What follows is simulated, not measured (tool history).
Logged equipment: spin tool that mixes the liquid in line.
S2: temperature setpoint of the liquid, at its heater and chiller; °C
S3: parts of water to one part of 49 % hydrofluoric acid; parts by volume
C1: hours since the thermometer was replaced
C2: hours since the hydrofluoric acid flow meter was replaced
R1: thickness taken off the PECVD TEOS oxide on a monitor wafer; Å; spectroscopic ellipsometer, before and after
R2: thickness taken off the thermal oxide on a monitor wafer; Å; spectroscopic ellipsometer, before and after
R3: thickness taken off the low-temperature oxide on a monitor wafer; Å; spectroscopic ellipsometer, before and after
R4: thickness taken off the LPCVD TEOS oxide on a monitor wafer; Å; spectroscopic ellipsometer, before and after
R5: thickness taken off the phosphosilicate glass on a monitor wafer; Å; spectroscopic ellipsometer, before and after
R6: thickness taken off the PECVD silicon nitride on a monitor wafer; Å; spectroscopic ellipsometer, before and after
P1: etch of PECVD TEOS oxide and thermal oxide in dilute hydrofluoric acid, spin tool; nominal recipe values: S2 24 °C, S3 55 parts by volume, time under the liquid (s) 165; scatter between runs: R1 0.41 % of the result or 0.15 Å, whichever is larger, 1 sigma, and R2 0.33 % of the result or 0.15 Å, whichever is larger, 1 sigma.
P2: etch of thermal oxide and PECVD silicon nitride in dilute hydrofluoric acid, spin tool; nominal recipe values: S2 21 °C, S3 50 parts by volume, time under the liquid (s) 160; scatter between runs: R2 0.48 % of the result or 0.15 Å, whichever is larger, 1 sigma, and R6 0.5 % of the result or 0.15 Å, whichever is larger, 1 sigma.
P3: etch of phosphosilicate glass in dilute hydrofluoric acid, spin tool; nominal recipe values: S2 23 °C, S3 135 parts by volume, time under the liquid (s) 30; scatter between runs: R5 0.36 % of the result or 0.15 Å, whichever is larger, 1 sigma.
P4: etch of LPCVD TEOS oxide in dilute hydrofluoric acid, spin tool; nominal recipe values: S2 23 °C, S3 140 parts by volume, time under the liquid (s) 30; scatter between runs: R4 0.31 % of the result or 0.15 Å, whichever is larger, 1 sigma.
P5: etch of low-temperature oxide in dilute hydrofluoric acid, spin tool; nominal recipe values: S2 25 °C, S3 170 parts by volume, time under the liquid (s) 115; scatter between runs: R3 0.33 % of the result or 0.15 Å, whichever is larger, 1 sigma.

{"run": 1, "hour": 12.0, "process that ran": "P1", "S2": 24, "S3": 55, "time under the liquid (s)": 165, "C1": 479.2, "C2": 543.2, "R1": 533.55, "R2": 159.62}
{"run": 2, "hour": 21.5, "process that ran": "P1", "S2": 24, "S3": 100, "time under the liquid (s)": 315, "C1": 488.7, "C2": 552.7, "R1": 530.75, "R2": 160.24}
{"run": 3, "hour": 32.1, "process that ran": "P5", "S2": 25, "S3": 70, "time under the liquid (s)": 115, "C1": 499.3, "C2": 563.3, "R3": 436.18}
{"run": 4, "hour": 39.4, "process that ran": "P4", "S2": 23, "S3": 140, "time under the liquid (s)": 30, "C1": 506.6, "C2": 570.6, "R4": 67.749}
{"run": 5, "hour": 52.7, "process that ran": "P3", "S2": 23, "S3": 135, "time under the liquid (s)": 45, "C1": 519.9, "C2": 583.9, "R5": 235.34}
{"run": 6, "hour": 65.6, "process that ran": "P4", "S2": 23, "S3": 140, "time under the liquid (s)": 60, "C1": 532.8, "C2": 596.8, "R4": 135.03}
{"run": 7, "hour": 76.4, "process that ran": "P1", "S2": 24, "S3": 55, "time under the liquid (s)": 165, "C1": 543.6, "C2": 607.6, "R1": 539.84, "R2": 160.39}
{"run": 8, "hour": 83.3, "process that ran": "P4", "S2": 23, "S3": 140, "time under the liquid (s)": 30, "C1": 550.5, "C2": 614.5, "R4": 67.687}
{"run": 9, "hour": 91.2, "process that ran": "P4", "S2": 26.5, "S3": 140, "time under the liquid (s)": 30, "C1": 558.4, "C2": 622.4, "R4": 77.333}
{"run": 10, "hour": 101.3, "process that ran": "P2", "S2": 26.5, "S3": 50, "time under the liquid (s)": 160, "C1": 568.5, "C2": 632.5, "R2": 172.21, "R6": 211.81}
{"run": 11, "hour": 114.1, "process that ran": "P3", "S2": 23, "S3": 25, "time under the liquid (s)": 30, "C1": 581.3, "C2": 645.3, "R5": 967.39}
{"run": 12, "hour": 126.3, "process that ran": "P2", "S2": 21, "S3": 25, "time under the liquid (s)": 160, "C1": 593.5, "C2": 657.5, "R2": 285.25, "R6": 285.21}
{"run": 13, "hour": 136.2, "process that ran": "P5", "S2": 25, "S3": 170, "time under the liquid (s)": 35, "C1": 603.4, "C2": 667.4, "R3": 47.991}
{"run": 14, "hour": 145.4, "process that ran": "P1", "S2": 24, "S3": 30, "time under the liquid (s)": 165, "C1": 612.6, "C2": 676.6, "R1": 1009.3, "R2": 304.26}
{"run": 15, "hour": 153.7, "process that ran": "P1", "S2": 24, "S3": 55, "time under the liquid (s)": 265, "C1": 620.9, "C2": 684.9, "R1": 859.45, "R2": 258.98}
{"run": 16, "hour": 165.4, "process that ran": "P1", "S2": 17, "S3": 55, "time under the liquid (s)": 165, "C1": 632.6, "C2": 696.6, "R1": 399.36, "R2": 119.89}
{"run": 17, "hour": 178.0, "process that ran": "P1", "S2": 29.5, "S3": 55, "time under the liquid (s)": 165, "C1": 645.2, "C2": 709.2, "R1": 664.93, "R2": 200.84}
{"run": 18, "hour": 185.9, "process that ran": "P2", "S2": 21, "S3": 50, "time under the liquid (s)": 160, "C1": 653.1, "C2": 717.1, "R2": 138.26, "R6": 146.2}
{"run": 19, "hour": 197.9, "process that ran": "P1", "S2": 24, "S3": 55, "time under the liquid (s)": 165, "C1": 665.1, "C2": 729.1, "R1": 535.14, "R2": 161.35}
{"run": 20, "hour": 204.5, "process that ran": "P5", "S2": 25, "S3": 170, "time under the liquid (s)": 115, "C1": 671.7, "C2": 735.7, "R3": 158.29}
{"hour": 205.7, "done": "thermometer replaced"}
{"run": 21, "hour": 217.6, "process that ran": "P2", "S2": 21, "S3": 50, "time under the liquid (s)": 160, "C1": 11.9, "C2": 748.8, "R2": 139.52, "R6": 145.69}
{"run": 22, "hour": 229.4, "process that ran": "P1", "S2": 20, "S3": 75, "time under the liquid (s)": 165, "C1": 23.7, "C2": 760.6, "R1": 322.76, "R2": 97.73}
{"run": 23, "hour": 242.2, "process that ran": "P1", "S2": 24, "S3": 55, "time under the liquid (s)": 165, "C1": 36.5, "C2": 773.4, "R1": 534.06, "R2": 160.72}
{"run": 24, "hour": 251.9, "process that ran": "P1", "S2": 24, "S3": 90, "time under the liquid (s)": 165, "C1": 46.2, "C2": 783.1, "R1": 314.01, "R2": 94.776}
{"run": 25, "hour": 262.2, "process that ran": "P1", "S2": 24, "S3": 55, "time under the liquid (s)": 165, "C1": 56.5, "C2": 793.4, "R1": 532.21, "R2": 161.14}
{"run": 26, "hour": 271.6, "process that ran": "P4", "S2": 23, "S3": 55, "time under the liquid (s)": 30, "C1": 65.9, "C2": 802.8, "R4": 191.21}
{"run": 27, "hour": 284.3, "process that ran": "P1", "S2": 24, "S3": 55, "time under the liquid (s)": 55, "C1": 78.6, "C2": 815.5, "R1": 177.57, "R2": 53.127}
{"run": 28, "hour": 290.4, "process that ran": "P5", "S2": 17.5, "S3": 170, "time under the liquid (s)": 115, "C1": 84.7, "C2": 821.6, "R3": 118.56}
{"run": 29, "hour": 302.8, "process that ran": "P2", "S2": 21, "S3": 50, "time under the liquid (s)": 50, "C1": 97.1, "C2": 834, "R2": 43.193, "R6": 45.079}
{"hour": 305.9, "done": "hydrofluoric acid flow meter replaced"}
{"run": 30, "hour": 313.0, "process that ran": "P1", "S2": 17, "S3": 55, "time under the liquid (s)": 85, "C1": 107.3, "C2": 7.2, "R1": 204.28, "R2": 61.243}
{"run": 31, "hour": 323.6, "process that ran": "P1", "S2": 24, "S3": 55, "time under the liquid (s)": 165, "C1": 117.9, "C2": 17.8, "R1": 536.05, "R2": 160.13}
{"run": 32, "hour": 333.1, "process that ran": "P3", "S2": 17, "S3": 135, "time under the liquid (s)": 30, "C1": 127.4, "C2": 27.3, "R5": 123.23}
{"run": 33, "hour": 341.7, "process that ran": "P3", "S2": 23, "S3": 135, "time under the liquid (s)": 30, "C1": 136, "C2": 35.9, "R5": 156.33}
{"run": 34, "hour": 354.6, "process that ran": "P1", "S2": 24, "S3": 55, "time under the liquid (s)": 165, "C1": 148.9, "C2": 48.8, "R1": 531.88, "R2": 160.24}
{"run": 35, "hour": 364.8, "process that ran": "P1", "S2": 24, "S3": 55, "time under the liquid (s)": 165, "C1": 159.1, "C2": 59, "R1": 553.01, "R2": 165.61}
{"run": 36, "hour": 374.8, "process that ran": "P1", "S2": 24, "S3": 55, "time under the liquid (s)": 165, "C1": 169.1, "C2": 69, "R1": 565.97, "R2": 170.72}
{"run": 37, "hour": 385.1, "process that ran": "P1", "S2": 24, "S3": 55, "time under the liquid (s)": 165, "C1": 179.4, "C2": 79.3, "R1": 572.37, "R2": 172.55}
{"run": 38, "hour": 395.9, "process that ran": "P1", "S2": 24, "S3": 55, "time under the liquid (s)": 165, "C1": 190.2, "C2": 90.1, "R1": 582.52, "R2": 175.25}
{"run": 39, "hour": 407.2, "process that ran": "P1", "S2": 24, "S3": 55, "time under the liquid (s)": 165, "C1": 201.5, "C2": 101.4, "R1": 585.43, "R2": 175.64}
{"run": 40, "hour": 421.2, "process that ran": "P1", "S2": 24, "S3": 55, "time under the liquid (s)": 165, "C1": 215.5, "C2": 115.4, "R1": 584.77, "R2": 176.31}
{"run": 41, "hour": 433.8, "process that ran": "P1", "S2": 24, "S3": 55, "time under the liquid (s)": 165, "C1": 228.1, "C2": 128, "R1": 585.08, "R2": 177.18}
{"run": 42, "hour": 443.0, "process that ran": "P1", "S2": 24, "S3": 55, "time under the liquid (s)": 165, "C1": 237.3, "C2": 137.2, "R1": 593.15, "R2": 177.08}
{"run": 43, "hour": 453.4, "process that ran": "P1", "S2": 24, "S3": 55, "time under the liquid (s)": 165, "C1": 247.7, "C2": 147.6, "R1": 590.05, "R2": 178.79}

What P1 gives has crept off from where it sat before. The 2 causes that follow fit the log equally well, each at the size noted:
A: hydrofluoric acid flow above the setpoint (%) = 9.68
B: liquid hotter than its thermometer reads (K) = 2.44
The onset of the drift is placed at about hour 354.6.

The check runs listed below each take one wafer, and their results are still question marks. Under which run would the listed causes lead to clearly different results?
{"run": "check 1", "hour": 463.8, "process that ran": "P4", "S2": 23, "S3": 75, "time under the liquid (s)": 60, "R4": "?"}
{"run": "check 2", "hour": 463.8, "process that ran": "P5", "S2": 25, "S3": 90, "time under the liquid (s)": 115, "R3": "?"}
{"run": "check 3", "hour": 463.8, "process that ran": "P3", "S2": 17, "S3": 135, "time under the liquid (s)": 30, "R5": "?"}
{"run": "check 4", "hour": 463.8, "process that ran": "P2", "S2": 21, "S3": 30, "time under the liquid (s)": 160, "R2": "?", "R6": "?"}

Outcome of each check run for each possible cause:
check=check_1 result=R4 if_A=301.28 if_B=300.56
check=check_2 result=R3 if_A=364.93 if_B=362.35
check=check_3 result=R5 if_A=136.61 if_B=135.99
check=check_4 result=R2 if_A=258.59 if_B=260.59
check=check_4 result=R6 if_A=260.57 if_B=282.1
Separation of the two closest causes in each check, using whichever result separates them best: check 1 0.24 %; check 2 0.71 %; check 3 0.45 %; check 4 7.94 %
Check 4 distinguishes between the causes, while the remaining checks would return nearly the same result for all of them.

With check 4 done, the readings were: R2 258.87 Å; R6 280.99 Å. Identify which of the listed causes applies.

B is the cause: liquid hotter than its thermometer reads (K).
